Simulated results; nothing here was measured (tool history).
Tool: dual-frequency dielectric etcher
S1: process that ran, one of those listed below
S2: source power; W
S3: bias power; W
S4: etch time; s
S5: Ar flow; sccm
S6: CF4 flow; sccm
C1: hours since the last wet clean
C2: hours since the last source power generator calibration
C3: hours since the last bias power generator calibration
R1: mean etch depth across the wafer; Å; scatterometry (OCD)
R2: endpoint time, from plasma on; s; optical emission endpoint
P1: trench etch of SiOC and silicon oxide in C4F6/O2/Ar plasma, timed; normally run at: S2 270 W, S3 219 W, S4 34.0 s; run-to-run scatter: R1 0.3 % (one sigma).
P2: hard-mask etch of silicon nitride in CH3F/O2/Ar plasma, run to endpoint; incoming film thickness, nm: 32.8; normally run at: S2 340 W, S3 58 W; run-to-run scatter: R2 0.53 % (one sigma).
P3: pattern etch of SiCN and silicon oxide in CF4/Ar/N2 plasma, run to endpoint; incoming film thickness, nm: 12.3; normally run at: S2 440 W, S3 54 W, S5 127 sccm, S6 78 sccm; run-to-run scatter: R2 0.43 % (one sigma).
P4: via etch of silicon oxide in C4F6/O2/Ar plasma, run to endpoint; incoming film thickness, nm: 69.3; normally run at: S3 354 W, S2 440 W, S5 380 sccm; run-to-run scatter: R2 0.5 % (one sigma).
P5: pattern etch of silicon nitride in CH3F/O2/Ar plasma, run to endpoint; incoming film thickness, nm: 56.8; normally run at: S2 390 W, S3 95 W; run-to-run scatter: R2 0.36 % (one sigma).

run   hour  S1   S2   S3    S4   S5  S6     C1      C2      C3      R1      R2
  1    6.2  P1  270  219  34.0           150.2  1738.4  1016.0  600.32
  2   12.7  P2  440   58                 156.7  1744.9  1022.5          50.446
  3   24.2  P3  550   54        127  78  168.2  1756.4  1034.0          13.580
  4   30.9  P5  390  121                 174.9  1763.1  1040.7          68.626
  5   40.8  P1  200  219  34.0           184.8  1773.0  1050.6  533.07
  6   49.8  P2  340   81                 193.8  1782.0  1059.6          49.482
  7   63.2  P1  270  219  50.5           207.2  1795.4  1073.0  890.48
  8   75.8  P3  440   54        127  78  219.8  1808.0  1085.6          16.480
  9   83.1  P2  340   58                 227.1  1815.3  1092.9          54.726
 10   91.0  P4  440  457        380      235.0  1823.2  1100.8          15.977
 11  101.6  P1  270  219  34.0           245.6  1833.8  1111.4  598.80
 12  109.3  P1  270  219  34.0           253.3  1841.5  1119.1  596.74
 13  116.5  P1  270  140  34.0           260.5  1848.7  1126.3  518.85
 14  126.9  P3  440   54        127  47  270.9  1859.1  1136.7          18.083
 15  134.1  P4  540  354        380      278.1  1866.3  1143.9          16.223
 16  143.6  P1  270  285  34.0           287.6  1875.8  1153.4  654.74
 17  150.3  P4  440  354        380      294.3  1882.5  1160.1          17.409
 18  157.3  P3  440   54        158  78  301.3  1889.5  1167.1          17.196
 19  165.9  P1  270  219  34.0           309.9  1898.1  1175.7  599.39
 20  173.5  P3  440   54        127  78  317.5  1905.7  1183.3          16.593
 21  186.8  P4  440  354        380      330.8  1919.0  1196.6          17.457
 22  195.4  P1  330  219  34.0           339.4  1927.6  1205.2  645.25
 23  202.2  P5  390   95                 346.2  1934.4  1212.0          75.288
 24  214.8  P1  330  268  34.0           358.8  1947.0  1224.6  689.22
 25  222.4  P3  440   34        127  78  366.4  1954.6  1232.2          19.149
 26  235.5  P4  440  354        470      379.5  1967.7  1245.3          17.831
 27  245.2  P5  390   95                 389.2  1977.4  1255.0          74.804
 28  258.7  P1  270  219  26.5           402.7  1990.9  1268.5  466.90
 29  272.1  P5  540   95                 416.1  2004.3  1281.9          66.024
 30  282.7  P1  270  219  34.0           426.7  2014.9  1292.5  598.76
 31  293.7  P1  270  219  34.0           437.7  2025.9  1303.5  598.91
 32  302.6  P1  270  219  34.0           446.6  2034.8  1312.4  596.32
 33  314.0  P1  270  219  34.0           458.0  2046.2  1323.8  593.99
 34  321.5  P1  270  219  34.0           465.5  2053.7  1331.3  592.95
 35  331.1  P1  270  219  34.0           475.1  2063.3  1340.9  589.86
 36  340.5  P1  270  219  34.0           484.5  2072.7  1350.3  589.79
 37  346.5  P1  270  219  34.0           490.5  2078.7  1356.3  593.13
     350.6  -- wet clean of the chamber
 38  353.0  P1  270  219  34.0             2.5  2085.2  1362.8  592.58
 39  361.4  P1  270  219  34.0            10.9  2093.6  1371.2  592.09
 40  371.6  P1  270  219  34.0            21.1  2103.8  1381.4  592.66
 41  381.0  P1  270  219  34.0            30.5  2113.2  1390.8  589.14

What P1 gives has crept away from where it was. These 2 causes fit the log equally well, each at the size given:
A: source power that arrives under what is set, % = 3.91
B: bias power that arrives under what is set, % = 4.41
The creep began at about hour 293.7.
Why every other cause is out:
chamber walls in a state that lowers the etch rate, %: serviced at hour 350.6, which brought nothing back

4 check runs are offered, each on 3 wafers whose results are averaged, their results left as question marks. Which one tells the causes apart?
check 1  390.4  P4  440  354      380                       ?
check 2  390.4  P2  340   58                                ?
check 3  390.4  P3  440   54      127  78                   ?
check 4  390.4  P5  390   95                                ?

What each check would give under each cause:
  check  result    if A    if B
check 1      R2  17.714  17.730
check 2      R2  56.275  56.248
check 3      R2  17.156  16.801
check 4      R2  76.178  76.291
How far apart the two closest causes lie, in the result that separates them most: check 1 0.09 %; check 2 0.05 %; check 3 2.09 %; check 4 0.15 %
Check 3 tells the causes apart: in the others they would give nearly the same result.

Check 3 was then run and gave: R2 17.188 s. Which cause is it?

It is A: source power that arrives under what is set, %.

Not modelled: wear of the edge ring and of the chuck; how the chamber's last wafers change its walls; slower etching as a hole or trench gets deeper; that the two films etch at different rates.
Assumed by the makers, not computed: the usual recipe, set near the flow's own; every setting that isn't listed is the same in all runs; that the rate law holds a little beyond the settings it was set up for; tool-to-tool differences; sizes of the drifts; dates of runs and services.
